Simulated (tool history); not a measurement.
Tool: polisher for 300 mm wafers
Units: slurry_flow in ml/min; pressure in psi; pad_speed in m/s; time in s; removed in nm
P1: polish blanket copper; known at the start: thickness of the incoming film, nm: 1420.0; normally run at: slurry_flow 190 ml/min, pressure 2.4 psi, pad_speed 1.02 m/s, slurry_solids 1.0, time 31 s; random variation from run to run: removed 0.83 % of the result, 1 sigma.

run,hour,slurry_flow,pressure,pad_speed,slurry_solids,time,removed
1,13.0,190,2.4,1.02,1.0,31,85.363
2,19.6,295,2.4,1.02,1.0,22,62.514
3,26.7,190,3.2,1.02,1.0,31,113.390
4,39.4,190,2.4,1.02,0.6,31,75.711
5,53.5,135,2.4,1.02,1.0,21,54.453
6,60.1,190,2.4,1.02,1.0,31,84.696
# hour 61.4: head pressure recalibrated
7,68.2,190,2.4,0.48,1.0,31,40.241
8,77.2,190,2.4,1.02,1.0,31,83.824
9,88.2,190,2.4,1.02,1.0,31,84.170
10,99.9,190,2.4,1.02,1.0,31,84.777
# hour 112.2: slurry nozzle cleaned
11,112.3,190,2.4,1.54,1.0,31,126.210
12,121.2,190,2.4,1.02,1.5,31,92.695
13,131.4,255,2.4,1.02,1.0,31,86.795
14,138.7,190,2.4,1.30,1.0,41,143.190
15,145.7,115,2.4,1.02,1.0,31,77.207
16,158.8,190,2.4,1.02,1.0,31,82.457
17,165.6,190,1.8,1.02,1.0,31,62.779
18,175.5,190,2.4,1.02,1.0,16,43.126
19,183.1,190,2.4,1.02,1.0,48,131.090
20,190.4,190,2.4,1.02,1.0,31,83.767
21,201.6,190,2.4,1.02,1.0,31,81.791
22,209.7,190,2.4,1.02,1.0,31,81.367
23,221.2,190,2.4,1.02,1.0,31,79.711

Run 24 comes next. What will it give?
# hour 224.4: head pressure recalibrated
24,229.3,190,2.4,1.02,1.0,31,?

removed: 78.895 nm

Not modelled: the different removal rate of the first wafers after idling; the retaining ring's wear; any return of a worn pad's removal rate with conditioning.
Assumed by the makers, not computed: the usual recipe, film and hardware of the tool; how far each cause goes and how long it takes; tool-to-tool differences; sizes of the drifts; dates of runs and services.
